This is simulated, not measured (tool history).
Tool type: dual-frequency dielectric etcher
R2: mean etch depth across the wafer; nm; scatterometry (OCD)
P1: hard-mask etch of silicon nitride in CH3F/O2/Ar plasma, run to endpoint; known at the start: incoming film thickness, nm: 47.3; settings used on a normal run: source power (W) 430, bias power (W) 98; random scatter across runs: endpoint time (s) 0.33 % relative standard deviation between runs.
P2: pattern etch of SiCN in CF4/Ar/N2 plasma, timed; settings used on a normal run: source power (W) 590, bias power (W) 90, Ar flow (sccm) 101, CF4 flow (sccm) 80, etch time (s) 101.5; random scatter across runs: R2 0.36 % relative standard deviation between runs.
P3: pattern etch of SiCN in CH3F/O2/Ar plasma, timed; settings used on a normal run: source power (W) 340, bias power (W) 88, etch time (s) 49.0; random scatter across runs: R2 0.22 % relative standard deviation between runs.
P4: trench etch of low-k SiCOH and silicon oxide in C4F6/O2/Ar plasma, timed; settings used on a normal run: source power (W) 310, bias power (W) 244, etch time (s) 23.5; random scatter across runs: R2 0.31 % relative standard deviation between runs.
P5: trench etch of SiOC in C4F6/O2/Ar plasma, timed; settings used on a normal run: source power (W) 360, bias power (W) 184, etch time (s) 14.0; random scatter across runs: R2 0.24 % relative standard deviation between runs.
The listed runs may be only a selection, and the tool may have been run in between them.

Run 1, hour 6.3: process that ran P1, source power (W) 430, bias power (W) 98. Result: endpoint time (s) 60.197.
Run 2, hour 11.4: process that ran P4, source power (W) 310, bias power (W) 244, etch time (s) 14.5. Result: R2 43.703 nm.
Run 3, hour 16.5: process that ran P1, source power (W) 430, bias power (W) 98. Result: endpoint time (s) 59.846.
Run 4, hour 20.0: process that ran P2, source power (W) 590, bias power (W) 90, etch time (s) 101.5, Ar flow (sccm) 101, CF4 flow (sccm) 80. Result: R2 125.350 nm.
Run 5, hour 26.4: process that ran P1, source power (W) 320, bias power (W) 98. Result: endpoint time (s) 66.794.
Run 6, hour 31.1: process that ran P1, source power (W) 540, bias power (W) 98. Result: endpoint time (s) 54.926.
Run 7, hour 35.8: process that ran P5, source power (W) 440, bias power (W) 184, etch time (s) 14.0. Result: R2 30.859 nm.
Run 8, hour 39.4: process that ran P1, source power (W) 560, bias power (W) 60. Result: endpoint time (s) 64.209.
Run 9, hour 42.5: process that ran P1, source power (W) 290, bias power (W) 128. Result: endpoint time (s) 62.533.
Run 10, hour 46.0: process that ran P2, source power (W) 590, bias power (W) 90, etch time (s) 101.5, Ar flow (sccm) 133, CF4 flow (sccm) 80. Result: R2 120.140 nm.
Run 11, hour 51.6: process that ran P2, source power (W) 590, bias power (W) 122, etch time (s) 101.5, Ar flow (sccm) 101, CF4 flow (sccm) 80. Result: R2 138.740 nm.
Run 12, hour 57.9: process that ran P3, source power (W) 340, bias power (W) 88, etch time (s) 49.0. Result: R2 18.523 nm.
Run 13, hour 61.5: process that ran P2, source power (W) 590, bias power (W) 90, etch time (s) 142.0, Ar flow (sccm) 101, CF4 flow (sccm) 80. Result: R2 175.410 nm.
Run 14, hour 67.7: process that ran P2, source power (W) 590, bias power (W) 90, etch time (s) 101.5, Ar flow (sccm) 101, CF4 flow (sccm) 53. Result: R2 117.630 nm.
Run 15, hour 72.6: process that ran P3, source power (W) 340, bias power (W) 61, etch time (s) 49.0. Result: R2 16.273 nm.
Run 16, hour 76.0: process that ran P2, source power (W) 450, bias power (W) 90, etch time (s) 101.5, Ar flow (sccm) 101, CF4 flow (sccm) 80. Result: R2 98.878 nm.
Run 17, hour 80.6: process that ran P3, source power (W) 340, bias power (W) 88, etch time (s) 64.5. Result: R2 24.355 nm.
Run 18, hour 84.2: process that ran P1, source power (W) 430, bias power (W) 98. Result: endpoint time (s) 59.689.
Run 19, hour 88.2: process that ran P4, source power (W) 430, bias power (W) 244, etch time (s) 23.5. Result: R2 80.455 nm.
Run 20, hour 93.9: process that ran P1, source power (W) 430, bias power (W) 98. Result: endpoint time (s) 59.793.
Run 21, hour 98.3: process that ran P5, source power (W) 360, bias power (W) 184, etch time (s) 14.0. Result: R2 28.422 nm.
Run 22, hour 102.5: process that ran P1, source power (W) 430, bias power (W) 122. Result: endpoint time (s) 55.125.
Run 23, hour 108.7: process that ran P5, source power (W) 360, bias power (W) 247, etch time (s) 14.0. Result: R2 31.513 nm.
Run 24, hour 111.9: process that ran P4, source power (W) 310, bias power (W) 244, etch time (s) 23.5. Result: R2 71.136 nm.
Run 25, hour 116.4: process that ran P1, source power (W) 430, bias power (W) 66. Result: endpoint time (s) 68.160.
Run 26, hour 122.8: process that ran P5, source power (W) 360, bias power (W) 184, etch time (s) 14.0. Result: R2 28.473 nm.
Run 27, hour 127.6: process that ran P5, source power (W) 360, bias power (W) 184, etch time (s) 18.5. Result: R2 37.568 nm.
Run 28, hour 133.5: process that ran P1, source power (W) 310, bias power (W) 114. Result: endpoint time (s) 64.105.
Run 29, hour 137.8: process that ran P4, source power (W) 310, bias power (W) 244, etch time (s) 23.5. Result: R2 70.992 nm.
Run 30, hour 144.0: process that ran P4, source power (W) 310, bias power (W) 321, etch time (s) 23.5. Result: R2 78.124 nm.
Run 31, hour 147.6: process that ran P1, source power (W) 430, bias power (W) 98. Result: endpoint time (s) 59.763.
Run 32, hour 153.7: process that ran P3, source power (W) 340, bias power (W) 88, etch time (s) 49.0. Result: R2 18.616 nm.
Run 33, hour 157.5: process that ran P3, source power (W) 440, bias power (W) 88, etch time (s) 49.0. Result: R2 20.519 nm.
Run 34, hour 160.3: process that ran P1, source power (W) 430, bias power (W) 98. Result: endpoint time (s) 59.875.
Run 35, hour 165.8: process that ran P1, source power (W) 430, bias power (W) 98. Result: endpoint time (s) 59.127.
Run 36, hour 171.0: process that ran P1, source power (W) 430, bias power (W) 98. Result: endpoint time (s) 59.223.
Run 37, hour 174.9: process that ran P1, source power (W) 430, bias power (W) 98. Result: endpoint time (s) 58.873.
Run 38, hour 179.0: process that ran P1, source power (W) 430, bias power (W) 98. Result: endpoint time (s) 59.108.
Run 39, hour 182.3: process that ran P1, source power (W) 430, bias power (W) 98. Result: endpoint time (s) 58.496.
Run 40, hour 185.5: process that ran P1, source power (W) 430, bias power (W) 98. Result: endpoint time (s) 58.899.
Run 41, hour 188.5: process that ran P1, source power (W) 430, bias power (W) 98. Result: endpoint time (s) 58.921.
Run 42, hour 194.4: process that ran P1, source power (W) 430, bias power (W) 98. Result: endpoint time (s) 58.876.
At hour 197.0: wet clean of the chamber.
Run 43, hour 198.2: process that ran P1, source power (W) 430, bias power (W) 98. Result: endpoint time (s) 58.913.
Run 44, hour 203.8: process that ran P1, source power (W) 430, bias power (W) 98. Result: endpoint time (s) 58.579.
Run 45, hour 209.6: process that ran P1, source power (W) 430, bias power (W) 98. Result: endpoint time (s) 58.876.

Something has made what P1 gives creep away from where it was; the 2 causes below, each at its own stated size, fit the log equally well:
A: bias power that arrives over what is set, % = 4.65
B: source power that arrives over what is set, % = 4.55
At approximately hour 160.3, the process output began to creep.
All other causes, with the reason each is excluded:
chamber walls in a state that raises the etch rate, %: serviced at hour 197.0, which brought nothing back

Below are 4 check runs, each averaged over 2 wafers, with their results shown as question marks. Which of them would give clearly different results depending on which cause is behind the drift?
Run check 1, hour 215.4: process that ran P5, source power (W) 360, bias power (W) 184, etch time (s) 14.0. Result: R2 ?.
Run check 2, hour 215.4: process that ran P4, source power (W) 310, bias power (W) 244, etch time (s) 23.5. Result: R2 ?.
Run check 3, hour 215.4: process that ran P3, source power (W) 340, bias power (W) 88, etch time (s) 49.0. Result: R2 ?.
Run check 4, hour 215.4: process that ran P2, source power (W) 590, bias power (W) 90, etch time (s) 101.5, Ar flow (sccm) 101, CF4 flow (sccm) 80. Result: R2 ?.

Outcome of each check run for each possible cause:
  check  result     if A     if B
check 1      R2   28.953   29.029
check 2      R2   72.054   72.152
check 3      R2   18.925   18.916
check 4      R2  127.120  130.090
Smallest distance between any two causes, each pair judged by its most separating result, in per cent: check 1 0.26 %; check 2 0.14 %; check 3 0.05 %; check 4 2.31 %
The other checks would show nearly matching results whichever cause is true, so check 4 is the only one that separates the causes.

Check 4 has now been run. It gave: R2 130.340 nm. Which of the candidate causes is it?

It is B: source power that arrives over what is set, %.

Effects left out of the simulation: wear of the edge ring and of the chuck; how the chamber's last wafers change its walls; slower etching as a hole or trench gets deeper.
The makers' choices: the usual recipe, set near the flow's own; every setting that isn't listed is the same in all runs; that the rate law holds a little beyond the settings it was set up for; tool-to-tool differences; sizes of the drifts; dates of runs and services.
